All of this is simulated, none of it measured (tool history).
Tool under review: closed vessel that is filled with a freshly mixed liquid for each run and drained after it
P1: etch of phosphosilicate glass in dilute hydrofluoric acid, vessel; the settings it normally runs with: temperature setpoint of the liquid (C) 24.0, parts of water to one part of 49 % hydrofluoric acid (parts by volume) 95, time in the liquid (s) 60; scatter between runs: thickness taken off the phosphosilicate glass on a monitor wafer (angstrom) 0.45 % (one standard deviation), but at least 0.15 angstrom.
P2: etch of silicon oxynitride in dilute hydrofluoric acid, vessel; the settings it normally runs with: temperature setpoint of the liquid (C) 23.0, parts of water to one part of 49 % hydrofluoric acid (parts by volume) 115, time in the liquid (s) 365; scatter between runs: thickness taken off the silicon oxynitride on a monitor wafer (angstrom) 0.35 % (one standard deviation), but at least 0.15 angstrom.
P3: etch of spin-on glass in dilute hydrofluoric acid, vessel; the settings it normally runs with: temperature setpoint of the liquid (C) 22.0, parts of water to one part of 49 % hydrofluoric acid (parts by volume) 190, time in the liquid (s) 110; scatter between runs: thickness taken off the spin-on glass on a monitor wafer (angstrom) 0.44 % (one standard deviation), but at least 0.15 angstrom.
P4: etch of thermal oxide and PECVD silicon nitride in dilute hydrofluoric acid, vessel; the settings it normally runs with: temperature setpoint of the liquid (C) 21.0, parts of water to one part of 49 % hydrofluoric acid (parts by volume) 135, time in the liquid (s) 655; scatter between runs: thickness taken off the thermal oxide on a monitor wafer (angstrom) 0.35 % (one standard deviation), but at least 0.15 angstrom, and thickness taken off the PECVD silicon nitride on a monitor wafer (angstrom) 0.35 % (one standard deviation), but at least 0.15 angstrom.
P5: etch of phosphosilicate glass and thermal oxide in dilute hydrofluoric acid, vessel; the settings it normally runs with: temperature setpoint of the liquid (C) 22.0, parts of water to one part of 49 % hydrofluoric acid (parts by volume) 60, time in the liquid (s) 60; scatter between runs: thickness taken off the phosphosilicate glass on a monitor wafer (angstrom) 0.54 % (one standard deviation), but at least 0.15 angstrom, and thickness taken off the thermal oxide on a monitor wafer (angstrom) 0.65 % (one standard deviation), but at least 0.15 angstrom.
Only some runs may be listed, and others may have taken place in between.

| run | hour | process that ran | temperature setpoint of the liquid (C) | parts of water to one part of 49 % hydrofluoric acid (parts by volume) | time in the liquid (s) | thickness taken off the phosphosilicate glass on a monitor wafer (angstrom) | thickness taken off the thermal oxide on a monitor wafer (angstrom) | thickness taken off the spin-on glass on a monitor wafer (angstrom) | thickness taken off the silicon oxynitride on a monitor wafer (angstrom) | thickness taken off the PECVD silicon nitride on a monitor wafer (angstrom) |
|---|---|---|---|---|---|---|---|---|---|---|
| 1 | 13.7 | P1 | 24.0 | 95 | 60 | 736.42 |  |  |  |  |
| 2 | 28.2 | P1 | 24.0 | 95 | 60 | 732.52 |  |  |  |  |
| 3 | 38.6 | P1 | 17.5 | 160 | 60 | 314.42 |  |  |  |  |
| 4 | 50.5 | P5 | 22.0 | 60 | 60 | 1528.30 | 44.285 |  |  |  |
| 5 | 64.2 | P1 | 24.0 | 95 | 60 | 740.55 |  |  |  |  |
| 6 | 77.0 | P1 | 24.0 | 20 | 60 | 3886.00 |  |  |  |  |
| 7 | 90.8 | P1 | 24.0 | 95 | 30 | 370.29 |  |  |  |  |
| 8 | 109.6 | P5 | 22.0 | 60 | 60 | 1532.00 | 44.066 |  |  |  |
| 9 | 118.0 | P5 | 26.5 | 60 | 60 | 1824.20 | 53.559 |  |  |  |
| 10 | 131.6 | P3 | 22.0 | 190 | 195 |  |  | 595.96 |  |  |
| 11 | 145.2 | P2 | 23.0 | 115 | 610 |  |  |  | 113.590 |  |
| 12 | 153.9 | P2 | 17.0 | 115 | 365 |  |  |  | 51.006 |  |
| 13 | 170.9 | P4 | 17.0 | 135 | 655 |  | 163.350 |  |  | 169.29 |
|  | 180.4 | hydrofluoric acid flow meter replaced |
| 14 | 181.7 | P1 | 24.0 | 95 | 60 | 739.67 |  |  |  |  |
| 15 | 198.4 | P1 | 24.0 | 145 | 60 | 456.09 |  |  |  |  |
| 16 | 214.8 | P3 | 17.0 | 190 | 110 |  |  | 277.84 |  |  |
| 17 | 233.2 | P1 | 24.0 | 95 | 90 | 1107.70 |  |  |  |  |
| 18 | 245.9 | P3 | 22.0 | 190 | 110 |  |  | 336.97 |  |  |
| 19 | 261.8 | P2 | 23.0 | 115 | 365 |  |  |  | 68.498 |  |
| 20 | 279.6 | P4 | 21.0 | 240 | 655 |  | 96.824 |  |  | 125.96 |
| 21 | 294.1 | P1 | 19.0 | 95 | 60 | 604.95 |  |  |  |  |
| 22 | 303.2 | P1 | 24.0 | 95 | 60 | 735.84 |  |  |  |  |
| 23 | 313.4 | P1 | 24.0 | 95 | 60 | 738.31 |  |  |  |  |
| 24 | 327.5 | P3 | 22.0 | 95 | 110 |  |  | 748.58 |  |  |
| 25 | 341.3 | P4 | 21.0 | 135 | 140 |  | 41.139 |  |  | 47.27 |
| 26 | 353.8 | P1 | 30.0 | 55 | 60 | 1706.70 |  |  |  |  |
| 27 | 367.8 | P1 | 31.0 | 95 | 60 | 970.42 |  |  |  |  |
| 28 | 385.6 | P5 | 22.0 | 60 | 30 | 767.53 | 22.367 |  |  |  |
| 29 | 395.4 | P5 | 22.0 | 20 | 60 | 4810.10 | 141.240 |  |  |  |
| 30 | 407.5 | P2 | 23.0 | 210 | 365 |  |  |  | 34.653 |  |
| 31 | 418.0 | P4 | 21.0 | 135 | 655 |  | 191.970 |  |  | 221.06 |
| 32 | 435.0 | P1 | 24.0 | 95 | 60 | 742.69 |  |  |  |  |
| 33 | 447.2 | P1 | 24.0 | 95 | 60 | 712.72 |  |  |  |  |
| 34 | 460.2 | P1 | 24.0 | 95 | 60 | 705.26 |  |  |  |  |
| 35 | 475.4 | P1 | 24.0 | 95 | 60 | 691.27 |  |  |  |  |
| 36 | 486.7 | P1 | 24.0 | 95 | 60 | 684.09 |  |  |  |  |
| 37 | 500.0 | P1 | 24.0 | 95 | 60 | 686.09 |  |  |  |  |
| 38 | 514.3 | P1 | 24.0 | 95 | 60 | 684.65 |  |  |  |  |
| 39 | 526.4 | P1 | 24.0 | 95 | 60 | 686.02 |  |  |  |  |

The output of P1 has drifted from where it used to be. Each of the 2 causes below, taken at the size shown beside it, accounts for the log equally well:
A: hydrofluoric acid flow below the setpoint (%) = 6.53
B: liquid colder than its thermometer reads (K) = 1.89
The gradual shift began around hour 435.0.

The check runs listed below each take one wafer, and their results are still question marks. Under which run would the listed causes lead to clearly different results?
| check 1 | 538.5 | P4 | 21.0 | 195 | 275 |  | ? |  |  | ? |
| check 2 | 538.5 | P3 | 17.0 | 115 | 110 |  |  | ? |  |  |
| check 3 | 538.5 | P2 | 23.0 | 195 | 530 |  |  |  | ? |  |
| check 4 | 538.5 | P5 | 22.0 | 20 | 30 | ? | ? |  |  |  |

How each check would come out, cause by cause:
| check | result | if A | if B |
|---|---|---|---|
| check 1 | thickness taken off the thermal oxide on a monitor wafer (angstrom) | 48.324 | 48.713 |
| check 1 | thickness taken off the PECVD silicon nitride on a monitor wafer (angstrom) | 60.607 | 57.175 |
| check 2 | thickness taken off the spin-on glass on a monitor wafer (angstrom) | 457.24 | 455.36 |
| check 3 | thickness taken off the silicon oxynitride on a monitor wafer (angstrom) | 50.896 | 50.447 |
| check 4 | thickness taken off the phosphosilicate glass on a monitor wafer (angstrom) | 2236.30 | 2209.60 |
| check 4 | thickness taken off the thermal oxide on a monitor wafer (angstrom) | 65.307 | 64.525 |
Gap, in per cent, between the two causes that each check separates least, read from the result that separates them most: check 1 5.83 %; check 2 0.41 %; check 3 0.88 %; check 4 1.21 %
Check 1 tells the causes apart: in the others they would give nearly the same result.

Check 1 was carried out, with these results: thickness taken off the thermal oxide on a monitor wafer (angstrom) 48.458; thickness taken off the PECVD silicon nitride on a monitor wafer (angstrom) 61.246. Which of the listed causes is responsible?

Of the candidate causes, it is A: hydrofluoric acid flow below the setpoint (%).
